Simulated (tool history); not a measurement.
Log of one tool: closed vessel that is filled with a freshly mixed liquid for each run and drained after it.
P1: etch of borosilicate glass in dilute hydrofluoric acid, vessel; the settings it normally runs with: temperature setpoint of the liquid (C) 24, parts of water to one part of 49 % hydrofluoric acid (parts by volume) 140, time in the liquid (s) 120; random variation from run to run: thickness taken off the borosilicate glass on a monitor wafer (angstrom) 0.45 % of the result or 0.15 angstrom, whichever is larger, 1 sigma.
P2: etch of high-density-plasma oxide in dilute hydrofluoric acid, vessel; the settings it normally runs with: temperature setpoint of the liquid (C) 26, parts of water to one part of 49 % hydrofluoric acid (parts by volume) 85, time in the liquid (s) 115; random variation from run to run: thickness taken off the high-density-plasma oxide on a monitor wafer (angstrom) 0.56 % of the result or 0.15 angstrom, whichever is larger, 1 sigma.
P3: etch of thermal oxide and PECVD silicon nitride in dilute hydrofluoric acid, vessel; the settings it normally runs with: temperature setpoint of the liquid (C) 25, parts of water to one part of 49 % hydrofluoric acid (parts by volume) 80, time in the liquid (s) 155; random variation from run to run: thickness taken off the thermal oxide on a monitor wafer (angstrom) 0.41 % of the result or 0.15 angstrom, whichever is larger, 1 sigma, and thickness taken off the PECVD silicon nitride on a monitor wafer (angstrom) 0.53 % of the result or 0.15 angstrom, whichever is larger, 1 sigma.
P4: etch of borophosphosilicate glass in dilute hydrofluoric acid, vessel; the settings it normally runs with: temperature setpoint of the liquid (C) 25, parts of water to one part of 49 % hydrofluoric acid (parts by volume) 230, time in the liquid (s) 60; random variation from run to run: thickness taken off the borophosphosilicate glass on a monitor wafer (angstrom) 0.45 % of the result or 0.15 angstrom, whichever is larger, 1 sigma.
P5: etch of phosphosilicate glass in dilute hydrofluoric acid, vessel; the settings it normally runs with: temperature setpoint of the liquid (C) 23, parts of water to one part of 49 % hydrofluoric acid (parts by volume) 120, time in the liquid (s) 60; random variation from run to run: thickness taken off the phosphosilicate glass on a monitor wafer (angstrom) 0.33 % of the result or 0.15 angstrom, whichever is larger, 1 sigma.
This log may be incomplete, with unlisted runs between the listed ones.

run,day,process that ran,temperature setpoint of the liquid (C),parts of water to one part of 49 % hydrofluoric acid (parts by volume),time in the liquid (s),thickness taken off the borosilicate glass on a monitor wafer (angstrom),thickness taken off the borophosphosilicate glass on a monitor wafer (angstrom),thickness taken off the phosphosilicate glass on a monitor wafer (angstrom),thickness taken off the thermal oxide on a monitor wafer (angstrom),thickness taken off the PECVD silicon nitride on a monitor wafer (angstrom),thickness taken off the high-density-plasma oxide on a monitor wafer (angstrom)
1,0.312,P1,24,140,120,244.04,,,,,
2,0.692,P4,25,230,60,,121.37,,,,
3,0.962,P1,19,140,170,282.37,,,,,
4,1.158,P1,18,140,120,191.45,,,,,
5,1.392,P1,24,215,120,145.06,,,,,
6,1.779,P1,30.5,140,120,310.3,,,,,
7,2.179,P5,23,120,100,,,921.89,,,
8,2.479,P5,29,120,60,,,700.04,,,
9,2.838,P1,31,65,120,756.96,,,,,
10,3.096,P4,25,355,60,,69.703,,,,
11,3.433,P1,24,140,120,242.96,,,,,
12,3.742,P3,25,80,155,,,,102,89.355,
13,4.133,P1,24,50,120,760.06,,,,,
14,4.412,P3,25,80,30,,,,19.658,17.152,
15,4.683,P4,25,230,110,,222.78,,,,
16,5.033,P3,19.5,80,155,,,,81.575,62.003,
17,5.35,P2,26,85,115,,,,,,87.404
18,5.612,P2,26,85,115,,,,,,88.934
19,5.992,P5,23,120,60,,,556.51,,,
20,6.208,P4,29,230,60,,139.83,,,,
21,6.583,P1,24,140,120,243.02,,,,,
22,6.888,P3,25,20,155,,,,444.68,342.53,
# day 6.983: thermometer replaced
23,7.2,P1,24,140,30,60.61,,,,,
24,7.371,P2,33,85,115,,,,,,115.24
25,7.575,P2,26,125,115,,,,,,57.363
26,7.912,P5,23,120,60,,,557.15,,,
27,8.175,P2,26,85,30,,,,,,23.28
28,8.508,P1,17,140,175,268.91,,,,,
29,8.729,P5,23,35,60,,,2112.6,,,
30,9.112,P1,24,140,215,440.17,,,,,
31,9.388,P3,25,80,155,,,,102.12,89.127,
32,9.758,P1,24,140,120,246.49,,,,,
33,10.142,P4,25,230,60,,120.58,,,,
34,10.525,P1,24,140,120,244.16,,,,,
35,10.767,P1,24,140,120,236.09,,,,,
36,11.042,P1,24,140,120,234.87,,,,,
37,11.412,P1,24,140,120,234.61,,,,,

What does the tool deliver on the next run?
38,11.683,P1,24,140,120,?,,,,,

thickness taken off the borosilicate glass on a monitor wafer (angstrom): 229.75
